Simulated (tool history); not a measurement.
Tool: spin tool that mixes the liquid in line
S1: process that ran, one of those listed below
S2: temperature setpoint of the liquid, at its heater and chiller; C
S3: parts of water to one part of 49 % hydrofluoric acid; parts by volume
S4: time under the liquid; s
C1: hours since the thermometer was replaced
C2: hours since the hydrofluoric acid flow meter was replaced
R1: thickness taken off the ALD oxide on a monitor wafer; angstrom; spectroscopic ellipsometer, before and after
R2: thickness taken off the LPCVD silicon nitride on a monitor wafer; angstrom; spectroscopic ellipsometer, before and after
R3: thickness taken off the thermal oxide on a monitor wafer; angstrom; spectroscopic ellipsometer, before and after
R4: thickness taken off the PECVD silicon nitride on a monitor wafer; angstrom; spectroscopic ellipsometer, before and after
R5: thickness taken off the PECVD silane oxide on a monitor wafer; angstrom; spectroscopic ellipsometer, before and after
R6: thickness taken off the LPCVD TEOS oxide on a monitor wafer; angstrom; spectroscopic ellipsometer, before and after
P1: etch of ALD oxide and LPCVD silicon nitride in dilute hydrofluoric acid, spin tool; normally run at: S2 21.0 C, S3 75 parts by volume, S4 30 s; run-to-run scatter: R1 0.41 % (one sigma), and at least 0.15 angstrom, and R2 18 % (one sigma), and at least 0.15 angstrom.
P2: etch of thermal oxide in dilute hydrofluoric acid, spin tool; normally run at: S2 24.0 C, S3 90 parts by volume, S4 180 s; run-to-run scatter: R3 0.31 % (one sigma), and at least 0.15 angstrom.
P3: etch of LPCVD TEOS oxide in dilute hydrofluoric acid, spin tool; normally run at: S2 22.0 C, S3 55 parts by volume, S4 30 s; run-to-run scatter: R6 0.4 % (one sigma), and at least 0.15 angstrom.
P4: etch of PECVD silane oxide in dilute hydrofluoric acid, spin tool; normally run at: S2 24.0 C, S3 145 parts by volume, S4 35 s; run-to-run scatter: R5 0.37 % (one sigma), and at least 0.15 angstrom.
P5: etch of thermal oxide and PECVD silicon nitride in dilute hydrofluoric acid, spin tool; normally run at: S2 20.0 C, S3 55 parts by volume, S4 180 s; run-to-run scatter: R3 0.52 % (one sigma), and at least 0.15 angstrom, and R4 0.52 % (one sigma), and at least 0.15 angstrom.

Run 1, hour 4.8: S1 P1, S2 21.0 C, S3 75 parts by volume, S4 30 s; C1 1654.9; C2 266.9. Result: R1 89.831 angstrom, R2 1.16730 angstrom.
Run 2, hour 12.7: S1 P1, S2 21.0 C, S3 75 parts by volume, S4 30 s; C1 1662.8; C2 274.8. Result: R1 90.255 angstrom, R2 1.25700 angstrom.
Run 3, hour 18.0: S1 P2, S2 24.0 C, S3 90 parts by volume, S4 180 s; C1 1668.1; C2 280.1. Result: R3 95.368 angstrom.
Run 4, hour 24.6: S1 P5, S2 20.0 C, S3 55 parts by volume, S4 350 s; C1 1674.7; C2 286.7. Result: R3 259.130 angstrom, R4 81.819 angstrom.
Run 5, hour 30.4: S1 P1, S2 21.0 C, S3 75 parts by volume, S4 30 s; C1 1680.5; C2 292.5. Result: R1 89.851 angstrom, R2 1.31690 angstrom.
Run 6, hour 35.5: S1 P1, S2 21.0 C, S3 75 parts by volume, S4 30 s; C1 1685.6; C2 297.6. Result: R1 89.917 angstrom, R2 1.94740 angstrom.
Run 7, hour 39.5: S1 P4, S2 20.5 C, S3 145 parts by volume, S4 35 s; C1 1689.6; C2 301.6. Result: R5 99.399 angstrom.
Run 8, hour 43.2: S1 P5, S2 20.0 C, S3 90 parts by volume, S4 180 s; C1 1693.3; C2 305.3. Result: R3 78.940 angstrom, R4 25.678 angstrom.
Run 9, hour 48.5: S1 P1, S2 24.5 C, S3 75 parts by volume, S4 50 s; C1 1698.6; C2 310.6. Result: R1 174.040 angstrom, R2 2.50160 angstrom.
Run 10, hour 55.4: S1 P3, S2 29.5 C, S3 55 parts by volume, S4 30 s; C1 1705.5; C2 317.5. Result: R6 137.110 angstrom.
Run 11, hour 61.9: S1 P1, S2 21.0 C, S3 75 parts by volume, S4 30 s; C1 1712.0; C2 324.0. Result: R1 90.741 angstrom, R2 1.50940 angstrom.
Run 12, hour 68.6: S1 P1, S2 21.0 C, S3 75 parts by volume, S4 30 s; C1 1718.7; C2 330.7. Result: R1 89.852 angstrom, R2 1.35840 angstrom.
Run 13, hour 75.7: S1 P4, S2 24.0 C, S3 240 parts by volume, S4 35 s; C1 1725.8; C2 337.8. Result: R5 62.254 angstrom.
Run 14, hour 79.9: S1 P3, S2 22.0 C, S3 55 parts by volume, S4 30 s; C1 1730.0; C2 342.0. Result: R6 101.960 angstrom.
Run 15, hour 87.6: S1 P1, S2 21.0 C, S3 75 parts by volume, S4 30 s; C1 1737.7; C2 349.7. Result: R1 90.802 angstrom, R2 1.54370 angstrom.
Run 16, hour 94.6: S1 P2, S2 32.0 C, S3 90 parts by volume, S4 180 s; C1 1744.7; C2 356.7. Result: R3 128.940 angstrom.
Run 17, hour 101.2: S1 P1, S2 21.0 C, S3 75 parts by volume, S4 50 s; C1 1751.3; C2 363.3. Result: R1 149.540 angstrom, R2 2.18050 angstrom.
Run 18, hour 108.4: S1 P1, S2 21.0 C, S3 75 parts by volume, S4 15 s; C1 1758.5; C2 370.5. Result: R1 45.128 angstrom, R2 0.76254 angstrom.
Run 19, hour 114.2: S1 P3, S2 22.0 C, S3 20 parts by volume, S4 30 s; C1 1764.3; C2 376.3. Result: R6 289.890 angstrom.
Run 20, hour 118.7: S1 P1, S2 25.5 C, S3 75 parts by volume, S4 30 s; C1 1768.8; C2 380.8. Result: R1 107.980 angstrom, R2 1.91070 angstrom.
Run 21, hour 124.7: S1 P1, S2 17.0 C, S3 75 parts by volume, S4 30 s; C1 1774.8; C2 386.8. Result: R1 76.531 angstrom, R2 1.26330 angstrom.
Run 22, hour 131.5: S1 P5, S2 28.0 C, S3 55 parts by volume, S4 180 s; C1 1781.6; C2 393.6. Result: R3 186.460 angstrom, R4 71.665 angstrom.
Run 23, hour 136.6: S1 P5, S2 20.0 C, S3 55 parts by volume, S4 180 s; C1 1786.7; C2 398.7. Result: R3 133.880 angstrom, R4 42.413 angstrom.
Run 24, hour 143.9: S1 P1, S2 21.0 C, S3 130 parts by volume, S4 30 s; C1 1794.0; C2 406.0. Result: R1 48.783 angstrom, R2 0.49720 angstrom.
Run 25, hour 152.0: S1 P4, S2 24.0 C, S3 145 parts by volume, S4 35 s; C1 1802.1; C2 414.1. Result: R5 113.920 angstrom.
Run 26, hour 155.6: S1 P1, S2 17.0 C, S3 110 parts by volume, S4 30 s; C1 1805.7; C2 417.7. Result: R1 49.723 angstrom, R2 0.99799 angstrom.
Run 27, hour 160.1: S1 P2, S2 24.0 C, S3 40 parts by volume, S4 180 s; C1 1810.2; C2 422.2. Result: R3 227.720 angstrom.
Run 28, hour 166.3: S1 P3, S2 22.0 C, S3 55 parts by volume, S4 15 s; C1 1816.4; C2 428.4. Result: R6 50.885 angstrom.
Run 29, hour 172.5: S1 P2, S2 24.0 C, S3 90 parts by volume, S4 345 s; C1 1822.6; C2 434.6. Result: R3 182.330 angstrom.
Run 30, hour 179.3: S1 P5, S2 20.0 C, S3 55 parts by volume, S4 180 s; C1 1829.4; C2 441.4. Result: R3 134.240 angstrom, R4 41.976 angstrom.
Run 31, hour 184.3: S1 P1, S2 21.0 C, S3 45 parts by volume, S4 30 s; C1 1834.4; C2 446.4. Result: R1 155.730 angstrom, R2 1.18980 angstrom.
Run 32, hour 191.7: S1 P3, S2 22.0 C, S3 55 parts by volume, S4 30 s; C1 1841.8; C2 453.8. Result: R6 101.030 angstrom.
Run 33, hour 195.8: S1 P4, S2 24.0 C, S3 145 parts by volume, S4 55 s; C1 1845.9; C2 457.9. Result: R5 179.480 angstrom.
Run 34, hour 200.5: S1 P1, S2 21.0 C, S3 135 parts by volume, S4 50 s; C1 1850.6; C2 462.6. Result: R1 78.280 angstrom, R2 1.54970 angstrom.
Run 35, hour 208.4: S1 P1, S2 21.0 C, S3 75 parts by volume, S4 30 s; C1 1858.5; C2 470.5. Result: R1 89.913 angstrom, R2 1.74060 angstrom.
Run 36, hour 215.9: S1 P1, S2 21.0 C, S3 75 parts by volume, S4 30 s; C1 1866.0; C2 478.0. Result: R1 87.375 angstrom, R2 1.80970 angstrom.
Run 37, hour 224.0: S1 P1, S2 21.0 C, S3 75 parts by volume, S4 30 s; C1 1874.1; C2 486.1. Result: R1 85.698 angstrom, R2 1.37360 angstrom.
Run 38, hour 229.0: S1 P1, S2 21.0 C, S3 75 parts by volume, S4 30 s; C1 1879.1; C2 491.1. Result: R1 85.048 angstrom, R2 1.44930 angstrom.
Run 39, hour 233.6: S1 P1, S2 21.0 C, S3 75 parts by volume, S4 30 s; C1 1883.7; C2 495.7. Result: R1 84.779 angstrom, R2 1.60820 angstrom.
Run 40, hour 240.8: S1 P1, S2 21.0 C, S3 75 parts by volume, S4 30 s; C1 1890.9; C2 502.9. Result: R1 85.284 angstrom, R2 1.06430 angstrom.
Run 41, hour 245.0: S1 P1, S2 21.0 C, S3 75 parts by volume, S4 30 s; C1 1895.1; C2 507.1. Result: R1 85.643 angstrom, R2 1.84380 angstrom.

What P1 gives has crept away from where it was. These 2 causes fit the log equally well, each at the size given:
A: hydrofluoric acid flow below the setpoint (%) = 5.21
B: liquid colder than its thermometer reads (K) = 1.41
The creep began at about hour 208.4.

4 check runs are offered, one wafer each, their results left as question marks. Which one tells the causes apart?
Run check 1, hour 249.2: S1 P2, S2 24.0 C, S3 90 parts by volume, S4 180 s. Result: R3 ?.
Run check 2, hour 249.2: S1 P3, S2 22.0 C, S3 55 parts by volume, S4 30 s. Result: R6 ?.
Run check 3, hour 249.2: S1 P4, S2 24.0 C, S3 145 parts by volume, S4 35 s. Result: R5 ?.
Run check 4, hour 249.2: S1 P5, S2 20.0 C, S3 55 parts by volume, S4 180 s. Result: R3 ?, R4 ?.

What each check would give under each cause:
  check  result     if A     if B
check 1      R3   89.581   89.856
check 2      R6   95.807   95.632
check 3      R5  107.510  108.390
check 4      R3  126.950  126.570
check 4      R4   39.768   37.972
How far apart the two closest causes lie, in the result that separates them most: check 1 0.31 %; check 2 0.18 %; check 3 0.82 %; check 4 4.62 %
Check 4 tells the causes apart: in the others they would give nearly the same result.

Then check 4 was run and gave: R3 126.200 angstrom; R4 39.697 angstrom. Which cause is it?

It is A: hydrofluoric acid flow below the setpoint (%).
